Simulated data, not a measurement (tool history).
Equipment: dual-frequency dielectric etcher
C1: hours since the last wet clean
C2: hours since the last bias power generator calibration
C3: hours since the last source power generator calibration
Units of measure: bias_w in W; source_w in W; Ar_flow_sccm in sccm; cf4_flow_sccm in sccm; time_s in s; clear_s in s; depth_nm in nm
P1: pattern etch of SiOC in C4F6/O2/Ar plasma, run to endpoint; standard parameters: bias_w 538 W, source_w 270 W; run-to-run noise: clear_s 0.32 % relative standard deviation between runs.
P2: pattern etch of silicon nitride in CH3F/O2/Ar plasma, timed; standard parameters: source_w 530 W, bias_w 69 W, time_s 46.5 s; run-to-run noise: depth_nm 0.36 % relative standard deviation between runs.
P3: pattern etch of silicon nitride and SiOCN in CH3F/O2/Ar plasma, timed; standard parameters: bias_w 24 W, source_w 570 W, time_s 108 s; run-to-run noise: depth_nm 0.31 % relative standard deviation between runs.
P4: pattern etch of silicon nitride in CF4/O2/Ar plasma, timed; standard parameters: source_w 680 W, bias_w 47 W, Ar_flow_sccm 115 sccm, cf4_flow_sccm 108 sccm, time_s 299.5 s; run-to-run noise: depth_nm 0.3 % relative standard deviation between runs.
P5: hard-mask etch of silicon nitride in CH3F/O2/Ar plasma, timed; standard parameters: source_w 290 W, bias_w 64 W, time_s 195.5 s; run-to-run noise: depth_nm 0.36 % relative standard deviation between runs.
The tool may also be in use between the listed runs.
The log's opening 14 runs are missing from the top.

run 15 hour=171.3 | process=P5 bias_w=64 source_w=290 time_s=246 | C1=23 C2=2166.9 C3=1715.7 | depth_nm=145.5
run 16 hour=182.3 | process=P1 bias_w=538 source_w=270 | C1=34 C2=2177.9 C3=1726.7 | clear_s=15.866
run 17 hour=197 | process=P4 bias_w=47 source_w=680 Ar_flow_sccm=77 cf4_flow_sccm=108 time_s=299.5 | C1=48.7 C2=2192.6 C3=1741.4 | depth_nm=779.09
run 18 hour=211.1 | process=P1 bias_w=640 source_w=270 | C1=62.8 C2=2206.7 C3=1755.5 | clear_s=14.873
run 19 hour=218.7 | process=P2 bias_w=69 source_w=530 time_s=25.5 | C1=70.4 C2=2214.3 C3=1763.1 | depth_nm=19.655
run 20 hour=230.9 | process=P5 bias_w=64 source_w=400 time_s=195.5 | C1=82.6 C2=2226.5 C3=1775.3 | depth_nm=131.86
run 21 hour=243 | process=P1 bias_w=538 source_w=270 | C1=94.7 C2=2238.6 C3=1787.4 | clear_s=15.837
run 22 hour=255.2 | process=P1 bias_w=538 source_w=270 | C1=106.9 C2=2250.8 C3=1799.6 | clear_s=15.864
run 23 hour=267.3 | process=P5 bias_w=78 source_w=290 time_s=195.5 | C1=119 C2=2262.9 C3=1811.7 | depth_nm=124.16
run 24 hour=278.4 | process=P4 bias_w=47 source_w=680 Ar_flow_sccm=115 cf4_flow_sccm=108 time_s=438 | C1=130.1 C2=2274 C3=1822.8 | depth_nm=1084.7
run 25 hour=288.9 | process=P3 bias_w=24 source_w=570 time_s=108 | C1=140.6 C2=2284.5 C3=1833.3 | depth_nm=16.855
run 26 hour=296.4 | process=P3 bias_w=24 source_w=370 time_s=108 | C1=148.1 C2=2292 C3=1840.8 | depth_nm=14.451
run 27 hour=304.2 | process=P1 bias_w=417 source_w=380 | C1=155.9 C2=2299.8 C3=1848.6 | clear_s=15.312
run 28 hour=312.3 | process=P5 bias_w=64 source_w=290 time_s=195.5 | C1=164 C2=2307.9 C3=1856.7 | depth_nm=115.49
run 29 hour=325.3 | process=P4 bias_w=47 source_w=680 Ar_flow_sccm=115 cf4_flow_sccm=108 time_s=299.5 | C1=177 C2=2320.9 C3=1869.7 | depth_nm=740.46
run 30 hour=336.4 | process=P2 bias_w=69 source_w=360 time_s=46.5 | C1=188.1 C2=2332 C3=1880.8 | depth_nm=31.078
run 31 hour=344.2 | process=P2 bias_w=69 source_w=530 time_s=46.5 | C1=195.9 C2=2339.8 C3=1888.6 | depth_nm=35.787
run 32 hour=356.6 | process=P1 bias_w=337 source_w=380 | C1=208.3 C2=2352.2 C3=1901 | clear_s=16.629
run 33 hour=370.8 | process=P1 bias_w=724 source_w=360 | C1=222.5 C2=2366.4 C3=1915.2 | clear_s=12.768
run 34 hour=378.7 | process=P4 bias_w=66 source_w=680 Ar_flow_sccm=115 cf4_flow_sccm=108 time_s=299.5 | C1=230.4 C2=2374.3 C3=1923.1 | depth_nm=847.08
run 35 hour=387.2 | process=P1 bias_w=538 source_w=270 | C1=238.9 C2=2382.8 C3=1931.6 | clear_s=15.793
run 36 hour=394.5 | process=P1 bias_w=538 source_w=270 | C1=246.2 C2=2390.1 C3=1938.9 | clear_s=15.865
run 37 hour=407.7 | process=P1 bias_w=538 source_w=270 | C1=259.4 C2=2403.3 C3=1952.1 | clear_s=15.914
run 38 hour=418.4 | process=P1 bias_w=538 source_w=270 | C1=270.1 C2=2414 C3=1962.8 | clear_s=16.029
run 39 hour=433.5 | process=P1 bias_w=538 source_w=270 | C1=285.2 C2=2429.1 C3=1977.9 | clear_s=15.992

For run 40, what comes out?
run 40 hour=444.1 | process=P1 bias_w=538 source_w=270 | C1=295.8 C2=2439.7 C3=1988.5 | clear_s=?

Logged for run 40: clear_s 15.972 s.

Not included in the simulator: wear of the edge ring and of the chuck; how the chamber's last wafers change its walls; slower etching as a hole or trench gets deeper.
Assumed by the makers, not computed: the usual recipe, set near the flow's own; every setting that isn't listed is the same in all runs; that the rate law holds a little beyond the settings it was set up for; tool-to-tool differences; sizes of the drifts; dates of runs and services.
